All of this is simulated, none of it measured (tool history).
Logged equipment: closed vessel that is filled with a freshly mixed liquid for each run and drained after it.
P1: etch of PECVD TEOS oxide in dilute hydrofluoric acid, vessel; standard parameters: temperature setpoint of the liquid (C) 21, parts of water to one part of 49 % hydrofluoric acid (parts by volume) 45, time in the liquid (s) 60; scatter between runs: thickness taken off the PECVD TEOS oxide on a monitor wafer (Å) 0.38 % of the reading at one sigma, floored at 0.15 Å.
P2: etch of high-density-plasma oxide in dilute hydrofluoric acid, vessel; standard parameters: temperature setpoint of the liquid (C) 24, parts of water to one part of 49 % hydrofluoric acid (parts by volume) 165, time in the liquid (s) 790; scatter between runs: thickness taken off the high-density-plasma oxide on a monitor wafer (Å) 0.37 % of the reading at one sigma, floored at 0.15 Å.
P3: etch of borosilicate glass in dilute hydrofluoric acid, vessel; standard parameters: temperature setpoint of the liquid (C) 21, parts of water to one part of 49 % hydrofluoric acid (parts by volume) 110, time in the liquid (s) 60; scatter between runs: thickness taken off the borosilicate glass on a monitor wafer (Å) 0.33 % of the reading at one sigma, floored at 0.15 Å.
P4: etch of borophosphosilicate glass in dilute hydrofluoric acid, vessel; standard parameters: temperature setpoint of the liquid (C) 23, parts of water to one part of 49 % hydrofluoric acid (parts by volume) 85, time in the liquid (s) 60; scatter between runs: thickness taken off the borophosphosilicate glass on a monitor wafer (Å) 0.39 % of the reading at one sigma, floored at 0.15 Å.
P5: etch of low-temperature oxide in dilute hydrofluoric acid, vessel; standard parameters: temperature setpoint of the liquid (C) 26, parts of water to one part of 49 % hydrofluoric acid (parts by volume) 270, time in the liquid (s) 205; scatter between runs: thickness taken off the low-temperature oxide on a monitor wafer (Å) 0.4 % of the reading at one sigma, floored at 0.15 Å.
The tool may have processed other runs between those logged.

| run | hour | process that ran | temperature setpoint of the liquid (C) | parts of water to one part of 49 % hydrofluoric acid (parts by volume) | time in the liquid (s) | hours since the thermometer was replaced | hours since the hydrofluoric acid flow meter was replaced | thickness taken off the PECVD TEOS oxide on a monitor wafer (Å) | thickness taken off the low-temperature oxide on a monitor wafer (Å) | thickness taken off the borosilicate glass on a monitor wafer (Å) | thickness taken off the borophosphosilicate glass on a monitor wafer (Å) | thickness taken off the high-density-plasma oxide on a monitor wafer (Å) |
|---|---|---|---|---|---|---|---|---|---|---|---|---|
| 1 | 6.5 | P1 | 21 | 45 | 60 | 729.1 | 733.7 | 356.2 |  |  |  |  |
| 2 | 13.5 | P5 | 26 | 395 | 205 | 736.1 | 740.7 |  | 94.732 |  |  |  |
| 3 | 22.2 | P1 | 21 | 45 | 95 | 744.8 | 749.4 | 562.42 |  |  |  |  |
| 4 | 34.9 | P3 | 21 | 40 | 60 | 757.5 | 762.1 |  |  | 298.14 |  |  |
| 5 | 41.3 | P1 | 21 | 65 | 85 | 763.9 | 768.5 | 338.02 |  |  |  |  |
| 6 | 53.7 | P4 | 23 | 85 | 100 | 776.3 | 780.9 |  |  |  | 642.09 |  |
| 7 | 63.6 | P1 | 21 | 30 | 60 | 786.2 | 790.8 | 543.44 |  |  |  |  |
| 8 | 72.8 | P3 | 21 | 110 | 30 | 795.4 | 800 |  |  | 50.372 |  |  |
| 9 | 81 | P2 | 24 | 60 | 790 | 803.6 | 808.2 |  |  |  |  | 724.53 |
| 10 | 93.1 | P4 | 23 | 85 | 60 | 815.7 | 820.3 |  |  |  | 389.17 |  |
| 11 | 99.5 | P2 | 24 | 165 | 790 | 822.1 | 826.7 |  |  |  |  | 232.16 |
| 12 | 108.4 | P5 | 26 | 270 | 50 | 831 | 835.6 |  | 38.136 |  |  |  |
| 13 | 116.8 | P2 | 24 | 165 | 1505 | 839.4 | 844 |  |  |  |  | 443.15 |
| 14 | 129.2 | P5 | 26 | 270 | 205 | 851.8 | 856.4 |  | 155.94 |  |  |  |
| 15 | 142.3 | P4 | 23 | 120 | 60 | 864.9 | 869.5 |  |  |  | 264.74 |  |
| 16 | 155.5 | P1 | 21 | 45 | 60 | 878.1 | 882.7 | 355.29 |  |  |  |  |
| 17 | 165 | P1 | 21 | 45 | 60 | 887.6 | 892.2 | 356.22 |  |  |  |  |
| 18 | 176.1 | P1 | 17 | 45 | 60 | 898.7 | 903.3 | 298.19 |  |  |  |  |
| 19 | 183.9 | P5 | 33.5 | 270 | 205 | 906.5 | 911.1 |  | 201.18 |  |  |  |
| 20 | 195.9 | P1 | 25 | 45 | 60 | 918.5 | 923.1 | 419.96 |  |  |  |  |
| 21 | 202.2 | P1 | 21 | 65 | 95 | 924.8 | 929.4 | 380.77 |  |  |  |  |
| 22 | 215.2 | P4 | 17 | 85 | 60 | 937.8 | 942.4 |  |  |  | 301.41 |  |
| 23 | 226.7 | P1 | 21 | 65 | 60 | 949.3 | 953.9 | 240.32 |  |  |  |  |
| 24 | 239.3 | P5 | 26 | 270 | 205 | 961.9 | 966.5 |  | 156.35 |  |  |  |
| 25 | 248.9 | P3 | 26 | 110 | 60 | 971.5 | 976.1 |  |  | 121.92 |  |  |
| 26 | 256 | P1 | 21 | 45 | 60 | 978.6 | 983.2 | 354.83 |  |  |  |  |
| 27 | 262.1 | P1 | 21 | 45 | 60 | 984.7 | 989.3 | 354.5 |  |  |  |  |
| 28 | 273.1 | P3 | 21 | 110 | 60 | 995.7 | 1000.3 |  |  | 99.799 |  |  |
| 29 | 283.7 | P2 | 17 | 165 | 790 | 1006.3 | 1010.9 |  |  |  |  | 176.76 |
| 30 | 292.7 | P1 | 21 | 45 | 30 | 1015.3 | 1019.9 | 177.03 |  |  |  |  |
| 31 | 302.7 | P1 | 26 | 45 | 30 | 1025.3 | 1029.9 | 218.81 |  |  |  |  |
| 32 | 312.2 | P1 | 21 | 45 | 60 | 1034.8 | 1039.4 | 355.14 |  |  |  |  |
| 33 | 326 | P1 | 21 | 45 | 60 | 1048.6 | 1053.2 | 335.23 |  |  |  |  |
| 34 | 332.2 | P1 | 21 | 45 | 60 | 1054.8 | 1059.4 | 331.38 |  |  |  |  |
| 35 | 340.9 | P1 | 21 | 45 | 60 | 1063.5 | 1068.1 | 325.8 |  |  |  |  |
| 36 | 349.2 | P1 | 21 | 45 | 60 | 1071.8 | 1076.4 | 324.7 |  |  |  |  |
| 37 | 356.5 | P1 | 21 | 45 | 60 | 1079.1 | 1083.7 | 327.27 |  |  |  |  |
| 38 | 366.8 | P1 | 21 | 45 | 60 | 1089.4 | 1094 | 321.24 |  |  |  |  |
| 39 | 373.3 | P1 | 21 | 45 | 60 | 1095.9 | 1100.5 | 323.48 |  |  |  |  |

What P1 gives has crept away from where it was. These 2 causes fit the log equally well, each at the size given:
A: hydrofluoric acid flow below the setpoint (%) = 8.27
B: liquid colder than its thermometer reads (K) = 2.15
Creep in the process output first set in at about hour 312.2.

Question marks stand in for the results of the 4 check runs listed below, each run on one wafer. Under which run would the listed causes show clearly different results?
| check 1 | 379.8 | P5 | 32 | 390 | 205 |  |  |  | ? |  |  |  |
| check 2 | 379.8 | P2 | 24 | 70 | 1290 |  |  |  |  |  |  | ? |
| check 3 | 379.8 | P3 | 21 | 70 | 60 |  |  |  |  | ? |  |  |
| check 4 | 379.8 | P4 | 17 | 85 | 90 |  |  |  |  |  | ? |  |

Expected result of each check under each candidate cause:
| check | result | if A | if B |
|---|---|---|---|
| check 1 | thickness taken off the low-temperature oxide on a monitor wafer (Å) | 102.38 | 108.48 |
| check 2 | thickness taken off the high-density-plasma oxide on a monitor wafer (Å) | 912.33 | 918.28 |
| check 3 | thickness taken off the borosilicate glass on a monitor wafer (Å) | 150.3 | 150.86 |
| check 4 | thickness taken off the borophosphosilicate glass on a monitor wafer (Å) | 411.94 | 412.78 |
Gap, in per cent, between the two causes that each check separates least, read from the result that separates them most: check 1 5.79 %; check 2 0.65 %; check 3 0.37 %; check 4 0.2 %
The causes can be told apart only by check 1. The other checks would give nearly the same results under each of them.

Check 1 was carried out, with these results: thickness taken off the low-temperature oxide on a monitor wafer (Å) 107.94. Which of the listed causes is responsible?

The correct cause is B, namely: liquid colder than its thermometer reads (K).

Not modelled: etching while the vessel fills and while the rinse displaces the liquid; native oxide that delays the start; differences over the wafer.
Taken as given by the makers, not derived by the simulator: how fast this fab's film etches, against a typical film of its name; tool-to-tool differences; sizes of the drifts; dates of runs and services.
